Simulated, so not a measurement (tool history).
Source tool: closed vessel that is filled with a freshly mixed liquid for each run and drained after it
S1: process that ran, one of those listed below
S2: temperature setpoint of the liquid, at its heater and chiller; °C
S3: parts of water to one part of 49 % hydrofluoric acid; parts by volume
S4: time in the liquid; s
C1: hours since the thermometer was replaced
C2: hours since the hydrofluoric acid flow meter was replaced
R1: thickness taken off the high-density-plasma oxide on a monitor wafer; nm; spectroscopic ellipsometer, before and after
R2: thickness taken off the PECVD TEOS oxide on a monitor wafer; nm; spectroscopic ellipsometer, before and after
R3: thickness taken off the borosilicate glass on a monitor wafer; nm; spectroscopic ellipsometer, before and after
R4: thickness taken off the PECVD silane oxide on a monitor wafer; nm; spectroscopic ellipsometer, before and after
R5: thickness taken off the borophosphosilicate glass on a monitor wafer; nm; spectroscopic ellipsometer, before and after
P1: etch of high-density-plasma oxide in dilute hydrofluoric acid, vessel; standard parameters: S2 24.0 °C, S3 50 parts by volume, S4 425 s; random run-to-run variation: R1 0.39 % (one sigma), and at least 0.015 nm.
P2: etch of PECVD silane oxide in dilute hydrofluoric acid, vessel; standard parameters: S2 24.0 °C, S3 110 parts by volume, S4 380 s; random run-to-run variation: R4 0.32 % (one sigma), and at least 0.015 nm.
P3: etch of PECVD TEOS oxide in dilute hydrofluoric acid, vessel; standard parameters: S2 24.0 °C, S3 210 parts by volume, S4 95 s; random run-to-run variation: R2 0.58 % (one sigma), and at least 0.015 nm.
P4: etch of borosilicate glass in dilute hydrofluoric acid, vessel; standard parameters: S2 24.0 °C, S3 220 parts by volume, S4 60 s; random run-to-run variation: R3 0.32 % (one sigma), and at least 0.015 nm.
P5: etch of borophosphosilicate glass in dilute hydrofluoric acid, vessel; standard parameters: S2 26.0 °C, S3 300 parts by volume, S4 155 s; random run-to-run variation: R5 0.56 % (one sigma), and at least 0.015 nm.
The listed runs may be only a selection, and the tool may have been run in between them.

| run | hour | S1 | S2 | S3 | S4 | C1 | C2 | R1 | R2 | R3 | R4 | R5 |
|---|---|---|---|---|---|---|---|---|---|---|---|---|
| 1 | 5.3 | P1 | 24.0 | 50 | 425 | 328.9 | 327.8 | 46.402 |  |  |  |  |
| 2 | 10.9 | P1 | 24.0 | 20 | 120 | 334.5 | 333.4 | 33.935 |  |  |  |  |
| 3 | 15.5 | P3 | 24.0 | 210 | 45 | 339.1 | 338.0 |  | 4.8800 |  |  |  |
| 4 | 20.6 | P4 | 24.0 | 220 | 60 | 344.2 | 343.1 |  |  | 9.1164 |  |  |
| 5 | 28.4 | P1 | 24.0 | 20 | 425 | 352.0 | 350.9 | 120.070 |  |  |  |  |
| 6 | 32.1 | P1 | 24.0 | 50 | 425 | 355.7 | 354.6 | 45.991 |  |  |  |  |
| 7 | 39.2 | P2 | 24.0 | 110 | 380 | 362.8 | 361.7 |  |  |  | 53.589 |  |
| 8 | 47.1 | P3 | 17.0 | 210 | 95 | 370.7 | 369.6 |  | 8.0136 |  |  |  |
| 9 | 51.6 | P4 | 24.0 | 220 | 30 | 375.2 | 374.1 |  |  | 4.5163 |  |  |
| 10 | 58.2 | P3 | 24.0 | 45 | 95 | 381.8 | 380.7 |  | 60.0090 |  |  |  |
| 11 | 64.3 | P4 | 24.0 | 335 | 60 | 387.9 | 386.8 |  |  | 5.3317 |  |  |
| 12 | 71.3 | P1 | 30.5 | 50 | 425 | 394.9 | 393.8 | 59.605 |  |  |  |  |
| 13 | 75.2 | P4 | 24.0 | 220 | 60 | 398.8 | 397.7 |  |  | 9.0871 |  |  |
| 14 | 79.9 | P3 | 24.0 | 210 | 95 | 403.5 | 402.4 |  | 10.3750 |  |  |  |
| 15 | 85.8 | P5 | 26.0 | 300 | 155 | 409.4 | 408.3 |  |  |  |  | 25.780 |
| 16 | 89.6 | P5 | 26.0 | 300 | 155 | 413.2 | 412.1 |  |  |  |  | 25.584 |
| 17 | 94.6 | P1 | 18.0 | 85 | 425 | 418.2 | 417.1 | 20.392 |  |  |  |  |
| 18 | 100.0 | P3 | 24.0 | 210 | 95 | 423.6 | 422.5 |  | 10.3650 |  |  |  |
| 19 | 104.5 | P1 | 24.0 | 75 | 425 | 428.1 | 427.0 | 29.866 |  |  |  |  |
| 20 | 108.2 | P2 | 24.0 | 110 | 380 | 431.8 | 430.7 |  |  |  | 53.674 |  |
| 21 | 112.7 | P1 | 24.0 | 50 | 425 | 436.3 | 435.2 | 46.589 |  |  |  |  |
| 22 | 118.7 | P5 | 26.0 | 300 | 65 | 442.3 | 441.2 |  |  |  |  | 10.723 |
| 23 | 126.3 | P5 | 26.0 | 65 | 155 | 449.9 | 448.8 |  |  |  |  | 155.960 |
| 24 | 130.5 | P2 | 24.0 | 110 | 610 | 454.1 | 453.0 |  |  |  | 85.825 |  |
| 25 | 136.4 | P1 | 24.0 | 20 | 745 | 460.0 | 458.9 | 212.050 |  |  |  |  |
| 26 | 142.0 | P2 | 24.0 | 20 | 380 | 465.6 | 464.5 |  |  |  | 331.670 |  |
| 27 | 147.1 | P1 | 24.0 | 50 | 425 | 470.7 | 469.6 | 46.154 |  |  |  |  |
| 28 | 153.0 | P1 | 24.0 | 50 | 425 | 476.6 | 475.5 | 46.106 |  |  |  |  |
| 29 | 157.0 | P1 | 24.0 | 50 | 110 | 480.6 | 479.5 | 11.968 |  |  |  |  |
| 30 | 163.1 | P1 | 24.0 | 50 | 720 | 486.7 | 485.6 | 78.171 |  |  |  |  |
|  | 164.0 | hydrofluoric acid flow meter replaced |
| 31 | 168.9 | P1 | 24.0 | 50 | 425 | 492.5 | 4.9 | 46.264 |  |  |  |  |
| 32 | 174.2 | P2 | 28.5 | 110 | 380 | 497.8 | 10.2 |  |  |  | 63.485 |  |
| 33 | 181.3 | P1 | 19.0 | 50 | 425 | 504.9 | 17.3 | 37.596 |  |  |  |  |
| 34 | 187.9 | P4 | 32.0 | 220 | 60 | 511.5 | 23.9 |  |  | 12.1100 |  |  |
| 35 | 193.4 | P5 | 33.0 | 300 | 155 | 517.0 | 29.4 |  |  |  |  | 32.456 |
| 36 | 198.2 | P1 | 24.0 | 50 | 425 | 521.8 | 34.2 | 46.094 |  |  |  |  |
| 37 | 204.2 | P1 | 24.0 | 50 | 425 | 527.8 | 40.2 | 45.136 |  |  |  |  |
| 38 | 210.6 | P1 | 24.0 | 50 | 425 | 534.2 | 46.6 | 44.087 |  |  |  |  |
| 39 | 214.9 | P1 | 24.0 | 50 | 425 | 538.5 | 50.9 | 43.857 |  |  |  |  |
| 40 | 220.3 | P1 | 24.0 | 50 | 425 | 543.9 | 56.3 | 43.430 |  |  |  |  |
| 41 | 225.0 | P1 | 24.0 | 50 | 425 | 548.6 | 61.0 | 43.568 |  |  |  |  |
| 42 | 230.3 | P1 | 24.0 | 50 | 425 | 553.9 | 66.3 | 43.372 |  |  |  |  |
| 43 | 235.2 | P1 | 24.0 | 50 | 425 | 558.8 | 71.2 | 43.326 |  |  |  |  |
| 44 | 241.9 | P1 | 24.0 | 50 | 425 | 565.5 | 77.9 | 43.134 |  |  |  |  |
| 45 | 247.4 | P1 | 24.0 | 50 | 425 | 571.0 | 83.4 | 43.022 |  |  |  |  |

What P1 gives has crept off from where it sat before. The 2 causes that follow fit the log equally well, each at the size noted:
A: liquid colder than its thermometer reads (K) = 1.65
B: hydrofluoric acid flow below the setpoint (%) = 6.18
At approximately hour 198.2, the process output began to creep.

Of the 4 check runs listed below, each run on one wafer and each result written as a question mark, which would let you distinguish the listed causes because they would give clearly different results?
| check 1 | 252.9 | P3 | 17.0 | 50 | 95 |  |  |  | ? |  |  |  |
| check 2 | 252.9 | P5 | 26.0 | 80 | 155 |  |  |  |  |  |  | ? |
| check 3 | 252.9 | P4 | 29.5 | 305 | 60 |  |  |  |  | ? |  |  |
| check 4 | 252.9 | P2 | 27.5 | 40 | 380 |  |  |  |  |  | ? |  |

If the cause were each of the candidates in turn, the checks would give the following:
| check | result | if A | if B |
|---|---|---|---|
| check 1 | R2 | 36.5710 | 36.7480 |
| check 2 | R5 | 116.370 | 115.780 |
| check 3 | R3 | 6.8582 | 6.6457 |
| check 4 | R4 | 173.710 | 173.630 |
Separation of the two closest causes in each check, using whichever result separates them best: check 1 0.48 %; check 2 0.51 %; check 3 3.15 %; check 4 0.05 %
Only in check 3 would the causes give clearly different results; in the remaining checks their results would be nearly the same.

Check 3 was then run and gave: R3 6.6439 nm. Which cause is it?

The cause is B: hydrofluoric acid flow below the setpoint (%).
